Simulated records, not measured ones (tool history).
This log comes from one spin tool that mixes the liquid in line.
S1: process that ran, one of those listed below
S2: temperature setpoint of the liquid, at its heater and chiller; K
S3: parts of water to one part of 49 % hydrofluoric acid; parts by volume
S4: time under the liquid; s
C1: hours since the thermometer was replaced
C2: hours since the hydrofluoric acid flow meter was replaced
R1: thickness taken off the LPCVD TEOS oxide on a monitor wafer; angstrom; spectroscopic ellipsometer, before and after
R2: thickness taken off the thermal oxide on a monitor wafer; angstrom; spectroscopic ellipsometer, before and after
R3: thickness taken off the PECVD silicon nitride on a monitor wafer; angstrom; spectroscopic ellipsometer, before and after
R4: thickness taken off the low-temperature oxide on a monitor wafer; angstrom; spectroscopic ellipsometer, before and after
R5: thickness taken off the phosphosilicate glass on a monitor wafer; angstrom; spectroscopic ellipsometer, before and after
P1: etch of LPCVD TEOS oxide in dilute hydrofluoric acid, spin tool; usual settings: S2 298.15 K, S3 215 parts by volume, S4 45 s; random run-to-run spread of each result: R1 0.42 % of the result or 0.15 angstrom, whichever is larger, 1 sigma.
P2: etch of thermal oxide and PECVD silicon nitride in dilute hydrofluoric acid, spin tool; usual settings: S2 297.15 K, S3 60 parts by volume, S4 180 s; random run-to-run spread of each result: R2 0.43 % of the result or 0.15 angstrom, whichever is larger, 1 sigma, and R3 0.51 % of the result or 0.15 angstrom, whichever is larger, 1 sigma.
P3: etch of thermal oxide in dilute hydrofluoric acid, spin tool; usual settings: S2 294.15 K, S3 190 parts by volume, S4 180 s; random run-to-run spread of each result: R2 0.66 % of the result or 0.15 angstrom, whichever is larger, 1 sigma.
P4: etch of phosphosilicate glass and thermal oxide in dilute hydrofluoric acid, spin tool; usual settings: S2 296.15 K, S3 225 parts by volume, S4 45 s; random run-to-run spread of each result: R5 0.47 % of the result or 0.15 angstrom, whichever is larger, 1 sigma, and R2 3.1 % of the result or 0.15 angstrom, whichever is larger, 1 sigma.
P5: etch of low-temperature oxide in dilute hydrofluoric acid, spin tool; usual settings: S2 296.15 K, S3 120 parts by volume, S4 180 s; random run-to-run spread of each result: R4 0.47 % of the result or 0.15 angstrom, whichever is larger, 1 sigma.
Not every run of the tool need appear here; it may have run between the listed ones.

run 1 hour=8 | S1=P1 S2=298.15 S3=215 S4=45 | C1=588.7 C2=823.2 | R1=62.288
run 2 hour=20.4 | S1=P3 S2=294.15 S3=310 S4=180 | C1=601.1 C2=835.6 | R2=19.808
run 3 hour=29.4 | S1=P1 S2=298.15 S3=215 S4=45 | C1=610.1 C2=844.6 | R1=62.96
run 4 hour=39.9 | S1=P1 S2=298.15 S3=215 S4=45 | C1=620.6 C2=855.1 | R1=62.526
run 5 hour=47.3 | S1=P1 S2=298.15 S3=395 S4=45 | C1=628 C2=862.5 | R1=28.347
run 6 hour=57.6 | S1=P1 S2=293.65 S3=215 S4=45 | C1=638.3 C2=872.8 | R1=53.036
run 7 hour=66.2 | S1=P2 S2=297.15 S3=20 S4=180 | C1=646.9 C2=881.4 | R2=486.95 R3=402.49
run 8 hour=74.7 | S1=P2 S2=290.15 S3=60 S4=180 | C1=655.4 C2=889.9 | R2=114.41 R3=86.356
run 9 hour=81.9 | S1=P5 S2=296.15 S3=120 S4=180 | C1=662.6 C2=897.1 | R4=267.23
-- hour=91 thermometer replaced
run 10 hour=93 | S1=P3 S2=294.15 S3=190 S4=180 | C1=2 C2=908.2 | R2=37.008
run 11 hour=103 | S1=P1 S2=302.15 S3=215 S4=45 | C1=12 C2=918.2 | R1=72.74
run 12 hour=114.8 | S1=P1 S2=301.65 S3=295 S4=45 | C1=23.8 C2=930 | R1=47.156
run 13 hour=125.8 | S1=P1 S2=298.15 S3=215 S4=45 | C1=34.8 C2=941 | R1=62.302
run 14 hour=134 | S1=P1 S2=298.15 S3=215 S4=45 | C1=43 C2=949.2 | R1=62.676
run 15 hour=143.5 | S1=P4 S2=290.15 S3=225 S4=45 | C1=52.5 C2=958.7 | R2=6.2688 R5=238.43
run 16 hour=153.3 | S1=P5 S2=301.15 S3=120 S4=180 | C1=62.3 C2=968.5 | R4=325.95
run 17 hour=160 | S1=P3 S2=294.15 S3=190 S4=330 | C1=69 C2=975.2 | R2=66.642
run 18 hour=167.8 | S1=P1 S2=298.15 S3=215 S4=70 | C1=76.8 C2=983 | R1=97.902
run 19 hour=179.3 | S1=P1 S2=298.15 S3=65 S4=45 | C1=88.3 C2=994.5 | R1=250.36
run 20 hour=190.8 | S1=P5 S2=296.15 S3=195 S4=180 | C1=99.8 C2=1006 | R4=150.94
run 21 hour=202.2 | S1=P4 S2=296.15 S3=225 S4=45 | C1=111.2 C2=1017.4 | R2=7.946 R5=301.4
run 22 hour=212.5 | S1=P2 S2=297.15 S3=60 S4=180 | C1=121.5 C2=1027.7 | R2=151.49 R3=139.28
run 23 hour=221.7 | S1=P1 S2=298.15 S3=215 S4=45 | C1=130.7 C2=1036.9 | R1=63.095
run 24 hour=228.6 | S1=P5 S2=296.15 S3=120 S4=180 | C1=137.6 C2=1043.8 | R4=268.93
run 25 hour=238.8 | S1=P4 S2=296.15 S3=315 S4=45 | C1=147.8 C2=1054 | R2=4.9556 R5=195.79
run 26 hour=245.1 | S1=P2 S2=297.15 S3=60 S4=305 | C1=154.1 C2=1060.3 | R2=257.76 R3=234.09
run 27 hour=253.1 | S1=P1 S2=298.15 S3=215 S4=45 | C1=162.1 C2=1068.3 | R1=62.9
run 28 hour=263.6 | S1=P4 S2=296.15 S3=225 S4=25 | C1=172.6 C2=1078.8 | R2=4.5494 R5=167.6
run 29 hour=269.8 | S1=P3 S2=294.15 S3=190 S4=180 | C1=178.8 C2=1085 | R2=36.418
run 30 hour=280.8 | S1=P5 S2=296.15 S3=120 S4=305 | C1=189.8 C2=1096 | R4=457.7
run 31 hour=290.1 | S1=P3 S2=302.15 S3=190 S4=180 | C1=199.1 C2=1105.3 | R2=49.997
run 32 hour=301.7 | S1=P1 S2=303.65 S3=215 S4=65 | C1=210.7 C2=1116.9 | R1=110.92
run 33 hour=307.3 | S1=P1 S2=298.15 S3=215 S4=15 | C1=216.3 C2=1122.5 | R1=21.07
run 34 hour=318.2 | S1=P1 S2=298.15 S3=215 S4=45 | C1=227.2 C2=1133.4 | R1=62.478

For run 35, what comes out?
run 35 hour=326.6 | S1=P1 S2=298.15 S3=215 S4=45 | C1=235.6 C2=1141.8 | R1=?

For run 35 the tool returned R1 61.008 angstrom.
